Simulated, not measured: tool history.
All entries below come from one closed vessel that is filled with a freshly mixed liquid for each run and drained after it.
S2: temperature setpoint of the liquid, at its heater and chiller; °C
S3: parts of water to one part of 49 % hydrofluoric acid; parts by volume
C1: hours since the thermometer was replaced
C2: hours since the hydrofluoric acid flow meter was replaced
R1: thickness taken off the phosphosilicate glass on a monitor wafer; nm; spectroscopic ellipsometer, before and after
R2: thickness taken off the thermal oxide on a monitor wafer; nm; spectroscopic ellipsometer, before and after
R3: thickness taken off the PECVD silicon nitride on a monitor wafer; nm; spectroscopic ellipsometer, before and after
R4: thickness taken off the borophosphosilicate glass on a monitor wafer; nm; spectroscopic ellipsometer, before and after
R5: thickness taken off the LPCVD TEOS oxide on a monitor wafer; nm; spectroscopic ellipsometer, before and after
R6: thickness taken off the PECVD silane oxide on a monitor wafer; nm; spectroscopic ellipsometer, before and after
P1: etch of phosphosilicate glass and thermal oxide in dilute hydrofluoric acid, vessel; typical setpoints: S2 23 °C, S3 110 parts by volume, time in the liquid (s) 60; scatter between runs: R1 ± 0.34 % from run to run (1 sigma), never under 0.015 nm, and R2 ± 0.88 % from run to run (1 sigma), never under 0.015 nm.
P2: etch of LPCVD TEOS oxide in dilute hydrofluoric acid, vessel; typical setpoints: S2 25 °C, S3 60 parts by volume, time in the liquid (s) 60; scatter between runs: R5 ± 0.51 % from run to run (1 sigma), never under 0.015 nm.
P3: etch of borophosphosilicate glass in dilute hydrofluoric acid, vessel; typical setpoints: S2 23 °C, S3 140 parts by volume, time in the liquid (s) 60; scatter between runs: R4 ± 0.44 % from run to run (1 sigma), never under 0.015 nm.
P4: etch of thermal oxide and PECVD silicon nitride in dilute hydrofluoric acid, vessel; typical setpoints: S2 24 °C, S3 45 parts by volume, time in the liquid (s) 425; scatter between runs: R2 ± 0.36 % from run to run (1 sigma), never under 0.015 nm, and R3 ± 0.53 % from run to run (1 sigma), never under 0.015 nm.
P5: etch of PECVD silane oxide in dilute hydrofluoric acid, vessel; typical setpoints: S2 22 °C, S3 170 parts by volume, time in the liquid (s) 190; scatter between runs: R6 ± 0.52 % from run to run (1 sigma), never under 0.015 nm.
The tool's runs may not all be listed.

run 1 day=0.229 | process_that_ran=P1 S2=23 S3=110 time_in_the_liquid_(s)=60 | C1=435.9 C2=1127.1 | R1=85.772 R2=2.3223
run 2 day=0.433 | process_that_ran=P4 S2=28.5 S3=45 time_in_the_liquid_(s)=425 | C1=440.8 C2=1132 | R2=53.984 R3=57.283
run 3 day=0.579 | process_that_ran=P3 S2=23 S3=140 time_in_the_liquid_(s)=60 | C1=444.3 C2=1135.5 | R4=14.666
run 4 day=0.738 | process_that_ran=P1 S2=23 S3=155 time_in_the_liquid_(s)=60 | C1=448.1 C2=1139.3 | R1=58.262 R2=1.5785
run 5 day=0.842 | process_that_ran=P1 S2=23 S3=165 time_in_the_liquid_(s)=110 | C1=450.6 C2=1141.8 | R1=98.927 R2=2.7512
run 6 day=0.983 | process_that_ran=P4 S2=24 S3=20 time_in_the_liquid_(s)=425 | C1=454 C2=1145.2 | R2=104.79 R3=93.582
run 7 day=1.108 | process_that_ran=P1 S2=19 S3=110 time_in_the_liquid_(s)=115 | C1=457 C2=1148.2 | R1=140 R2=3.8692
run 8 day=1.283 | process_that_ran=P2 S2=25 S3=60 time_in_the_liquid_(s)=30 | C1=461.2 C2=1152.4 | R5=29.961
run 9 day=1.45 | process_that_ran=P2 S2=30 S3=60 time_in_the_liquid_(s)=60 | C1=465.2 C2=1156.4 | R5=74.141
run 10 day=1.579 | process_that_ran=P1 S2=26.5 S3=110 time_in_the_liquid_(s)=30 | C1=468.3 C2=1159.5 | R1=49.563 R2=1.3876
run 11 day=1.696 | process_that_ran=P1 S2=23 S3=30 time_in_the_liquid_(s)=60 | C1=471.1 C2=1162.3 | R1=351.15 R2=9.5045
run 12 day=1.892 | process_that_ran=P1 S2=23 S3=110 time_in_the_liquid_(s)=110 | C1=475.8 C2=1167 | R1=157.85 R2=4.2699
run 13 day=2.046 | process_that_ran=P3 S2=23 S3=225 time_in_the_liquid_(s)=60 | C1=479.5 C2=1170.7 | R4=8.2468
run 14 day=2.171 | process_that_ran=P3 S2=29.5 S3=140 time_in_the_liquid_(s)=60 | C1=482.5 C2=1173.7 | R4=18.687
run 15 day=2.375 | process_that_ran=P5 S2=22 S3=170 time_in_the_liquid_(s)=335 | C1=487.4 C2=1178.6 | R6=60.622
run 16 day=2.517 | process_that_ran=P5 S2=22 S3=170 time_in_the_liquid_(s)=190 | C1=490.8 C2=1182 | R6=33.972
run 17 day=2.638 | process_that_ran=P1 S2=30.5 S3=110 time_in_the_liquid_(s)=60 | C1=493.7 C2=1184.9 | R1=114.58 R2=3.1453
run 18 day=2.779 | process_that_ran=P4 S2=24 S3=45 time_in_the_liquid_(s)=425 | C1=497.1 C2=1188.3 | R2=45.157 R3=42.587
run 19 day=2.904 | process_that_ran=P1 S2=23 S3=110 time_in_the_liquid_(s)=30 | C1=500.1 C2=1191.3 | R1=42.968 R2=1.1825
run 20 day=3.046 | process_that_ran=P1 S2=23 S3=110 time_in_the_liquid_(s)=60 | C1=503.5 C2=1194.7 | R1=86.424 R2=2.3529
run 21 day=3.262 | process_that_ran=P5 S2=22 S3=40 time_in_the_liquid_(s)=190 | C1=508.7 C2=1199.9 | R6=169.31
run 22 day=3.362 | process_that_ran=P1 S2=23 S3=110 time_in_the_liquid_(s)=60 | C1=511.1 C2=1202.3 | R1=86.338 R2=2.3869
run 23 day=3.5 | process_that_ran=P2 S2=25 S3=60 time_in_the_liquid_(s)=60 | C1=514.4 C2=1205.6 | R5=60.651
run 24 day=3.708 | process_that_ran=P2 S2=25 S3=105 time_in_the_liquid_(s)=60 | C1=519.4 C2=1210.6 | R5=32.678
run 25 day=3.896 | process_that_ran=P5 S2=17 S3=170 time_in_the_liquid_(s)=190 | C1=523.9 C2=1215.1 | R6=27.934
run 26 day=4.029 | process_that_ran=P1 S2=17 S3=110 time_in_the_liquid_(s)=60 | C1=527.1 C2=1218.3 | R1=67.165 R2=1.8539
run 27 day=4.158 | process_that_ran=P1 S2=23 S3=110 time_in_the_liquid_(s)=60 | C1=530.2 C2=1221.4 | R1=85.738 R2=2.3404

What does the tool deliver on the next run?
run 28 day=4.288 | process_that_ran=P3 S2=23 S3=140 time_in_the_liquid_(s)=110 | C1=533.3 C2=1224.5 | R4=?

R4: 26.817 nm
